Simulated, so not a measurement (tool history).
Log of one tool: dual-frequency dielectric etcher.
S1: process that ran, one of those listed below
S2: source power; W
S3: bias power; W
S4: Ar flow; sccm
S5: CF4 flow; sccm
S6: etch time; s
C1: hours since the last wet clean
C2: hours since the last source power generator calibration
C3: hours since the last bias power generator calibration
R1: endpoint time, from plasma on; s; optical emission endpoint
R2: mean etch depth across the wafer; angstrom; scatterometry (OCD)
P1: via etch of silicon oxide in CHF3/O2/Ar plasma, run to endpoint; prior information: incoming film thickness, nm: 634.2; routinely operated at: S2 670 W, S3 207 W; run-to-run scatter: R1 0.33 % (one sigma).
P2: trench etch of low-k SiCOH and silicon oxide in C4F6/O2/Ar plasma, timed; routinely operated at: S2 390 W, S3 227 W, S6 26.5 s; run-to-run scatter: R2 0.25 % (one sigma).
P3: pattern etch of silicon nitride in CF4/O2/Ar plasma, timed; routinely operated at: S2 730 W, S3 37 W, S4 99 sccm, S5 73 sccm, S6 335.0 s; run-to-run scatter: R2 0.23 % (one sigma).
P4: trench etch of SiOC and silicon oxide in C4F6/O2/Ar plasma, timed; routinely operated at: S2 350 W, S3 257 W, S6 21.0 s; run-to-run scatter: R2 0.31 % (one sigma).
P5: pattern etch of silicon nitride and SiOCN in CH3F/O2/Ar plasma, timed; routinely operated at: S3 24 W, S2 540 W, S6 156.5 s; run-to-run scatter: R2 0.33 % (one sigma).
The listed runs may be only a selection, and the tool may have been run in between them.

run   hour  S1   S2   S3   S4   S5     S6     C1      C2     C3      R1       R2
  1    4.8  P1  670  207                   193.1  1531.7  550.1  287.13
  2   11.6  P1  670  268                   199.9  1538.5  556.9  261.37
  3   19.2  P3  730   37   99  103  335.0  207.5  1546.1  564.5          7792.60
  4   24.3  P3  730   37  125   73  335.0  212.6  1551.2  569.6          7138.00
  5   29.4  P1  530  207                   217.7  1556.3  574.7  313.55
  6   34.6  P2  320  227             26.5  222.9  1561.5  579.9           785.54
  7   39.9  P3  730   30   99   73  335.0  228.2  1566.8  585.2          6887.10
  8   48.7  P4  350  257             30.5  237.0  1575.6  594.0           630.51
  9   58.5  P3  530   37   99   73  335.0  246.8  1585.4  603.8          5596.80
 10   67.8  P1  670  207                   256.1  1594.7  613.1  288.14
 11   77.5  P4  350  313             21.0  265.8  1604.4  622.8           463.65
 12   85.6  P2  390  308             26.5  273.9  1612.5  630.9           942.46
 13   92.0  P2  390  227             26.5  280.3  1618.9  637.3           846.98
      92.3  -- bias power generator calibrated
 14   98.5  P5  540   16            156.5  286.8  1625.4    6.2           204.15
 15  103.6  P3  730   37   99   73  335.0  291.9  1630.5   11.3          7417.80
 16  108.9  P1  670  207                   297.2  1635.8   16.6  287.55
 17  114.2  P4  350  257             21.0  302.5  1641.1   21.9           433.82
 18  122.9  P4  470  257             21.0  311.2  1649.8   30.6           484.21
 19  128.4  P5  540   24            156.5  316.7  1655.3   36.1           241.33
 20  137.8  P3  730   37   99   73  335.0  326.1  1664.7   45.5          7422.50
 21  145.4  P5  540   24             95.5  333.7  1672.3   53.1           147.76

What will run 22 give?
 22  154.2  P4  350  257          21.0  342.5  1681.1  61.9       ?

{"run 22": {"R2": 433.67}}
